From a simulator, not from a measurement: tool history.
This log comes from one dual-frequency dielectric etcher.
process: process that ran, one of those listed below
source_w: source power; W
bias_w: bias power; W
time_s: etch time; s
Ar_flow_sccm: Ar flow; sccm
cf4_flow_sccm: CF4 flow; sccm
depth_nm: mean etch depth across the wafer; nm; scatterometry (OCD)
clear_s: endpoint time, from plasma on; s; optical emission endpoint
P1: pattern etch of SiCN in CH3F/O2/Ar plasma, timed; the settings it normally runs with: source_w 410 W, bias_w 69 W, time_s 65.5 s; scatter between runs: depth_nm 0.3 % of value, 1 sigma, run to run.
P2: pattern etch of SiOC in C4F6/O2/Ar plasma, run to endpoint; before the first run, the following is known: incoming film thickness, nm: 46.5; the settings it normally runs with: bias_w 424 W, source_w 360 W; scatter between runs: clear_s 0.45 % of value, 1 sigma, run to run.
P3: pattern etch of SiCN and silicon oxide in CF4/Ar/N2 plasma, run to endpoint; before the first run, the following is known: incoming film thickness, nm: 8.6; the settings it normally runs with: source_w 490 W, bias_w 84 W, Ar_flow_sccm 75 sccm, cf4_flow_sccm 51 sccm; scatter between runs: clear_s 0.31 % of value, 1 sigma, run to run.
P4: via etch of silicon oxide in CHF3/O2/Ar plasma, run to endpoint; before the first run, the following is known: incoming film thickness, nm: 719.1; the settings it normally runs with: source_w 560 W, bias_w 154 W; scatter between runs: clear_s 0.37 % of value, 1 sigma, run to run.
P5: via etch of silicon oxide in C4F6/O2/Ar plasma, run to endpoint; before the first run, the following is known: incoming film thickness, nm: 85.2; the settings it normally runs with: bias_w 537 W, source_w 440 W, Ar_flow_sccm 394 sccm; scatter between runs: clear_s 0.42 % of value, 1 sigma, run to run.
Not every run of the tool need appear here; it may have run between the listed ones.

run,hour,process,source_w,bias_w,time_s,Ar_flow_sccm,cf4_flow_sccm,hours since the last wet clean,hours since the last source power generator calibration,hours since the last bias power generator calibration,depth_nm,clear_s
1,8,P1,410,69,65.5,,,272.5,1003.5,1760.3,24.458,
2,22.4,P3,490,100,,75,51,286.9,1017.9,1774.7,,8.4915
3,36.4,P1,410,85,65.5,,,300.9,1031.9,1788.7,26.419,
4,52.4,P5,440,537,,394,,316.9,1047.9,1804.7,,18.446
5,63.9,P4,560,154,,,,328.4,1059.4,1816.2,,382.38
6,77.3,P3,490,84,,75,51,341.8,1072.8,1829.6,,8.9687
7,91.4,P1,410,69,65.5,,,355.9,1086.9,1843.7,24.591,
# hour 95.8: source power generator calibrated
8,107.3,P3,490,84,,75,66,371.8,11.5,1859.6,,8.731
9,123.7,P2,360,424,,,,388.2,27.9,1876,,17.078
10,131.1,P5,440,537,,254,,395.6,35.3,1883.4,,17.581
11,145.3,P3,670,84,,75,51,409.8,49.5,1897.6,,6.8288
12,157.2,P1,280,69,53,,,421.7,61.4,1909.5,17.206,
13,172.2,P1,410,69,95.5,,,436.7,76.4,1924.5,35.959,
14,188.2,P3,490,84,,96,51,452.7,92.4,1940.5,,9.3118
15,200.9,P2,360,424,,,,465.4,105.1,1953.2,,16.889
16,215.2,P1,500,55,65.5,,,479.7,119.4,1967.5,24.523,
17,222.7,P1,560,69,65.5,,,487.2,126.9,1975,27.752,
18,234.5,P5,440,367,,394,,499,138.7,1986.8,,21.222
19,246,P2,360,509,,,,510.5,150.2,1998.3,,15.976
20,259.2,P1,410,69,65.5,,,523.7,163.4,2011.5,24.549,
21,268.6,P5,440,537,,394,,533.1,172.8,2020.9,,18.421
22,285.6,P1,410,69,48,,,550.1,189.8,2037.9,17.967,
# hour 288.9: bias power generator calibrated
23,299.3,P2,440,424,,,,563.8,203.5,10.5,,15.722
24,311.4,P4,560,206,,,,575.9,215.6,22.6,,343.75
25,326.2,P1,410,69,65.5,,,590.7,230.4,37.4,24.543,
26,336.8,P4,680,154,,,,601.3,241,48,,355.3
27,350.8,P5,280,537,,394,,615.3,255,62,,21.849
28,366.9,P1,410,43,65.5,,,631.4,271.1,78.1,20.97,
29,383.6,P1,410,69,65.5,,,648.1,287.8,94.8,24.605,
30,397.9,P1,280,69,65.5,,,662.4,302.1,109.1,21.247,
31,414.3,P1,410,69,65.5,,,678.8,318.5,125.5,24.591,
32,424.2,P1,410,69,65.5,,,688.7,328.4,135.4,24.692,
33,433.7,P1,410,69,65.5,,,698.2,337.9,144.9,24.745,
34,448.7,P1,410,69,65.5,,,713.2,352.9,159.9,24.828,
35,464.4,P1,410,69,65.5,,,728.9,368.6,175.6,24.865,
36,479.7,P1,410,69,65.5,,,744.2,383.9,190.9,24.75,
# hour 494.4: wet clean of the chamber
37,495,P1,410,69,65.5,,,0.7,399.2,206.2,24.876,
38,506.9,P1,410,69,65.5,,,12.6,411.1,218.1,24.918,
39,521.2,P1,410,69,65.5,,,26.9,425.4,232.4,24.895,
40,536.8,P1,410,69,65.5,,,42.5,441,248,25.079,

What P1 gives has crept away from where it was. These 2 causes fit the log equally well, each at the size given:
A: bias power that arrives over what is set, % = 4.41
B: source power that arrives over what is set, % = 4.09
At approximately hour 414.3, the process output began to creep.
The rest of the possible causes, and what rules out each one:
chamber walls in a state that raises the etch rate, %: maintenance at hour 494.4, after the shift began, did not return the process to its former output

Which of the check runs below tells the causes apart, meaning the causes would give it clearly different results? Each run uses 2 wafers whose results are averaged, and each result is shown as a question mark.
check 1,552.4,P3,490,84,,75,59,,,,,?
check 2,552.4,P2,430,508,,,,,,,,?
check 3,552.4,P5,290,436,,394,,,,,,?
check 4,552.4,P4,670,205,,,,,,,,?

Outcome of each check run for each possible cause:
check,result,if A,if B
check 1,clear_s,8.6765,8.4998
check 2,clear_s,14.706,14.726
check 3,clear_s,22.891,22.922
check 4,clear_s,318.02,317.89
Distance between the nearest two causes, measured in the result of the check that separates them most: check 1 2.06 %; check 2 0.13 %; check 3 0.13 %; check 4 0.04 %
Only check 1 tells the causes apart: in the others they would give nearly the same result.

Check 1 was carried out, with these results: clear_s 8.6904 s. Which of the listed causes is responsible?

It is A: bias power that arrives over what is set, %.
